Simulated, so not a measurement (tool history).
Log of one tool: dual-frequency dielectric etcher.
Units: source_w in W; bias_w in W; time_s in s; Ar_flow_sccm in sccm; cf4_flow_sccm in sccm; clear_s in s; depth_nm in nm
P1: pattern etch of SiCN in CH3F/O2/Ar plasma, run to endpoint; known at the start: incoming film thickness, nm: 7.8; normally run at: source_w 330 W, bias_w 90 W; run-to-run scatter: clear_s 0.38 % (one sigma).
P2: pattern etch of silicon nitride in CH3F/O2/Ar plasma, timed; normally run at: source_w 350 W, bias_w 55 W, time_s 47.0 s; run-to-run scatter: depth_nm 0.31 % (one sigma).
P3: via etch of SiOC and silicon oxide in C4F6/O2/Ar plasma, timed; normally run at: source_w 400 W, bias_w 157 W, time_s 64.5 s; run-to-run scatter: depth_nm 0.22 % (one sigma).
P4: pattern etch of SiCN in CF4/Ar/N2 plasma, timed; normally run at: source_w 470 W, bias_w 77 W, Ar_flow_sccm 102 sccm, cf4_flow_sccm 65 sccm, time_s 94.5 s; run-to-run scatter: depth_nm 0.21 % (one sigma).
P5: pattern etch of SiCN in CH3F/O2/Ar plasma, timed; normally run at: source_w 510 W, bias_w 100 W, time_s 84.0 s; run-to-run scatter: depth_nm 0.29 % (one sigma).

run	day	process	source_w	bias_w	time_s	Ar_flow_sccm	cf4_flow_sccm	clear_s	depth_nm
1	0.300	P1	330	90				20.468	
2	0.675	P1	330	107				19.314	
3	1.071	P5	510	100	125.0				57.422
4	1.300	P1	330	90				20.493	
5	1.571	P3	400	221	64.5				74.038
6	1.921	P1	260	90				22.488	
7	2.108	P4	470	77	94.5	102	84		88.502
8	2.283	P2	250	55	47.0				25.469
9	2.579	P3	400	157	64.5				66.299
10	2.758	P1	400	90				19.081	
11	3.100	P4	470	77	94.5	102	65		85.767
12	3.333	P4	470	102	94.5	102	65		94.913
13	3.633	P4	470	77	94.5	124	65		82.849
14	3.846	P5	510	100	84.0				38.237
15	4.146	P2	350	55	47.0				29.009
16	4.346	P4	470	77	119.5	102	65		108.090
17	4.642	P2	350	55	34.0				20.972
18	4.883	P1	330	90				20.447	
# day 4.946: wet clean of the chamber
19	5.167	P3	480	157	64.5				71.200
20	5.442	P5	380	100	84.0				34.321
21	5.800	P5	510	137	84.0				43.510
22	6.083	P1	240	110				21.461	
23	6.475	P1	330	90				20.628	
24	6.729	P4	560	77	94.5	102	65		99.778
# day 7.012: source power generator calibrated
25	7.121	P5	510	100	84.0				38.305
26	7.462	P3	400	157	64.5				66.677
27	7.712	P3	400	157	45.5				46.759
28	8.012	P2	350	66	47.0				30.527
29	8.383	P1	330	90				20.482	
30	8.746	P1	330	60				23.900	
31	9.133	P1	330	90				20.500	
32	9.392	P1	330	90				20.752	
33	9.783	P1	330	90				20.790	
34	10.096	P1	330	90				20.887	
35	10.358	P1	330	90				20.868	
# day 10.546: wet clean of the chamber
36	10.629	P1	330	90				21.022	
37	10.871	P1	330	90				20.847	
38	11.088	P1	330	90				20.806	
39	11.362	P1	330	90				20.947	

What P1 gives has crept away from where it was. These 2 causes fit the log equally well, each at the size given:
A: source power that arrives under what is set, % = 4.97
B: bias power that arrives under what is set, % = 4.92
The creep began at about day 9.133.
Why every other cause is out:
chamber walls in a state that lowers the etch rate, %: serviced at day 10.546, which brought nothing back

4 check runs are offered, one wafer each, their results left as question marks. Which one tells the causes apart?
check 1	11.638	P5	510	100	84.0				?
check 2	11.638	P3	400	157	64.5				?
check 3	11.638	P2	350	55	47.0				?
check 4	11.638	P4	470	77	94.5	102	65		?

What each check would give under each cause:
check	result	if A	if B
check 1	depth_nm	37.589	37.598
check 2	depth_nm	64.947	65.221
check 3	depth_nm	28.327	28.422
check 4	depth_nm	81.650	83.866
How far apart the two closest causes lie, in the result that separates them most: check 1 0.02 %; check 2 0.42 %; check 3 0.33 %; check 4 2.68 %
Only check 4 tells the causes apart: in the others they would give nearly the same result.

Then check 4 was run and gave: depth_nm 83.665 nm. Which cause is it?

It is B: bias power that arrives under what is set, %.

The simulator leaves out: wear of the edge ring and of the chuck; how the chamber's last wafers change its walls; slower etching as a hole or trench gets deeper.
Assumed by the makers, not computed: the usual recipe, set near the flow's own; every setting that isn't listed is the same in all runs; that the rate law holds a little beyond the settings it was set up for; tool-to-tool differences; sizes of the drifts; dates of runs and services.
